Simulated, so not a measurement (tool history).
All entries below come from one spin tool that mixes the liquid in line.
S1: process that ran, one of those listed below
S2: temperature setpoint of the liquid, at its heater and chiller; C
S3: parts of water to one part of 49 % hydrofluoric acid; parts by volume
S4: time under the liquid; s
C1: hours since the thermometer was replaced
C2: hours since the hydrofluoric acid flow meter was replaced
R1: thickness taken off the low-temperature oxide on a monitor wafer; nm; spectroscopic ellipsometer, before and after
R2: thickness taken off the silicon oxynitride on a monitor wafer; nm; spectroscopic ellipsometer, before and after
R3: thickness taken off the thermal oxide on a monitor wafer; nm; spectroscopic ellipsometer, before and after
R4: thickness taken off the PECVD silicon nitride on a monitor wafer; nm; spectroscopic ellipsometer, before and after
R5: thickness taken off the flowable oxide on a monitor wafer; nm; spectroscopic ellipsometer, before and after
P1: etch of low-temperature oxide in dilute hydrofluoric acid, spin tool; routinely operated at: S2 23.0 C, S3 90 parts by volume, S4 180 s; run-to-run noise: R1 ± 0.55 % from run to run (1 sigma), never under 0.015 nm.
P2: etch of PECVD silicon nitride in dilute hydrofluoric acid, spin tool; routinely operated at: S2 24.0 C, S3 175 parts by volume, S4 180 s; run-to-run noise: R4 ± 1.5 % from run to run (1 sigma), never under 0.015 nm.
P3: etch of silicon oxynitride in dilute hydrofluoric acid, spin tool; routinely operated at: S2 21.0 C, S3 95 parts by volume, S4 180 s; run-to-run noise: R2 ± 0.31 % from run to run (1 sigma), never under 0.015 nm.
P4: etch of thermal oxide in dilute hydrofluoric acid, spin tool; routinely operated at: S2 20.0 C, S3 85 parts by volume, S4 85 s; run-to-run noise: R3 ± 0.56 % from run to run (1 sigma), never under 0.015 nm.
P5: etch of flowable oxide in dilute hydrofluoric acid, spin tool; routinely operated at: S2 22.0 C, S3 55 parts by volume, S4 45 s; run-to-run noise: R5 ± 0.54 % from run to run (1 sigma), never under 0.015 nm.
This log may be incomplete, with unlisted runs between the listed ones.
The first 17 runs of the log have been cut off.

run 18 hour=212.3 | S1=P1 S2=23.0 S3=90 S4=290 | C1=571.5 C2=1358.1 | R1=69.179
run 19 hour=225.7 | S1=P1 S2=23.0 S3=90 S4=180 | C1=584.9 C2=1371.5 | R1=42.570
run 20 hour=232.7 | S1=P3 S2=21.0 S3=170 S4=180 | C1=591.9 C2=1378.5 | R2=3.7652
run 21 hour=245.9 | S1=P3 S2=21.0 S3=95 S4=180 | C1=605.1 C2=1391.7 | R2=7.1872
run 22 hour=260.3 | S1=P5 S2=22.0 S3=100 S4=45 | C1=619.5 C2=1406.1 | R5=9.2159
run 23 hour=272.9 | S1=P2 S2=32.0 S3=175 S4=180 | C1=632.1 C2=1418.7 | R4=2.932
run 24 hour=288.0 | S1=P3 S2=21.0 S3=95 S4=180 | C1=647.2 C2=1433.8 | R2=7.0955
run 25 hour=298.7 | S1=P1 S2=17.0 S3=90 S4=180 | C1=657.9 C2=1444.5 | R1=33.377

Forecast run 26:
run 26 hour=311.7 | S1=P1 S2=23.0 S3=90 S4=180 | C1=670.9 C2=1457.5 | R1=?

Run 26 measured R1 42.362 nm.

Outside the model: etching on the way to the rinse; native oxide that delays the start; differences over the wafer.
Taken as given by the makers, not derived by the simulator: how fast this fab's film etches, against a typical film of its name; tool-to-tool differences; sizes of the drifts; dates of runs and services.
